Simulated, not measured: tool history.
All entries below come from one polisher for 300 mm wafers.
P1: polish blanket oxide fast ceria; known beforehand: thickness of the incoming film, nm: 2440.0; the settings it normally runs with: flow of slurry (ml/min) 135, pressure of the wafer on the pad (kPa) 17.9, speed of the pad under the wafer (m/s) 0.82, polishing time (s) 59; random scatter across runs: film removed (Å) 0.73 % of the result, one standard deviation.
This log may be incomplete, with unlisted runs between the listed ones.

run,hour,flow of slurry (ml/min),pressure of the wafer on the pad (kPa),speed of the pad under the wafer (m/s),polishing time (s),wafers polished on this pad,hours since the slurry nozzle was cleaned,hours since the head pressure was calibrated,film removed (Å)
1,10.2,135,17.9,0.82,59,272,262.2,367.4,5943.2
2,24.3,135,17.9,1.28,59,370,276.3,381.5,9272.1
3,33.1,190,17.9,0.82,89,431,285.1,390.3,9658.3
4,41.7,135,17.9,0.82,59,491,293.7,398.9,5985.9
5,55.9,135,17.9,0.82,59,590,307.9,413.1,5997.8
6,68.2,135,17.9,0.82,27,675,320.2,425.4,2698.0
7,78.1,170,10.3,0.82,59,744,330.1,435.3,3647.5
8,89.5,135,17.9,0.42,59,823,341.5,446.7,3021.0
9,106.7,135,17.9,0.82,59,942,358.7,463.9,5970.6
# hour 118.5: slurry nozzle cleaned
10,122.4,135,17.9,0.82,59,1051,3.9,479.6,6054.7
11,141.2,80,17.9,0.82,59,1182,22.7,498.4,5272.4
12,154.7,200,17.9,0.82,59,1276,36.2,511.9,6346.1
13,168.1,135,17.9,0.82,94,1369,49.6,525.3,9363.7
14,183.5,135,12.4,0.82,59,1475,65.0,540.7,4155.1
15,195.1,135,27.6,0.82,59,1556,76.6,552.3,9158.2
16,204.6,135,17.9,0.82,59,1622,86.1,561.8,5977.6
17,217.9,135,17.9,0.82,59,1714,99.4,575.1,5848.2
18,234.5,135,17.9,0.82,59,1830,116.0,591.7,5723.9
19,244.3,135,17.9,0.82,59,1898,125.8,601.5,5633.2
20,260.6,135,17.9,0.82,59,2011,142.1,617.8,5564.4
# hour 263.7: head pressure recalibrated
21,275.5,135,17.9,0.82,59,2114,157.0,11.9,5624.5
22,285.1,135,17.9,0.82,59,2181,166.6,21.5,5527.8
23,294.7,135,17.9,0.82,59,2247,176.2,31.1,5558.5
24,312.8,135,17.9,0.82,59,2373,194.3,49.2,5590.2
25,327.7,135,17.9,0.82,59,2477,209.2,64.1,5542.3

P1 no longer gives what it gave before; its output has crept away from where it was. The following 2 causes, each at its listed size, fit the log equally well:
A: removal rate lost through wear of the pad, % = 7.2
B: slurry flow missing at the pad, % = 28.5
The process output started creeping at around hour 204.6.
Ruled out, with reasons:
head's pressure below its setpoint, %: maintenance at hour 263.7, after the shift began, did not return the process to its former output

Each of the check runs listed below is run on 2 wafers and reports their average, with the results left as question marks. Pick the one under which the possible causes would lead to clearly different results.
check 1,342.6,135,27.6,1.26,59,,,,?
check 2,342.6,135,17.9,0.50,59,,,,?
check 3,342.6,80,17.9,0.82,27,,,,?
check 4,342.6,135,17.9,0.42,88,,,,?

How each check would come out, cause by cause:
check,result,if A,if B
check 1,film removed (Å),13149.0,13149.0
check 2,film removed (Å),3391.7,3391.6
check 3,film removed (Å),2241.3,2148.0
check 4,film removed (Å),4249.3,4249.3
Per-check spread between the two closest causes, in the result where they differ most: check 1 0 %; check 2 0 %; check 3 4.25 %; check 4 0 %
Only check 3 tells the causes apart: in the others they would give nearly the same result.

Then check 3 was run and gave: film removed (Å) 2244.9. Which cause is it?

A is the cause: removal rate lost through wear of the pad, %.
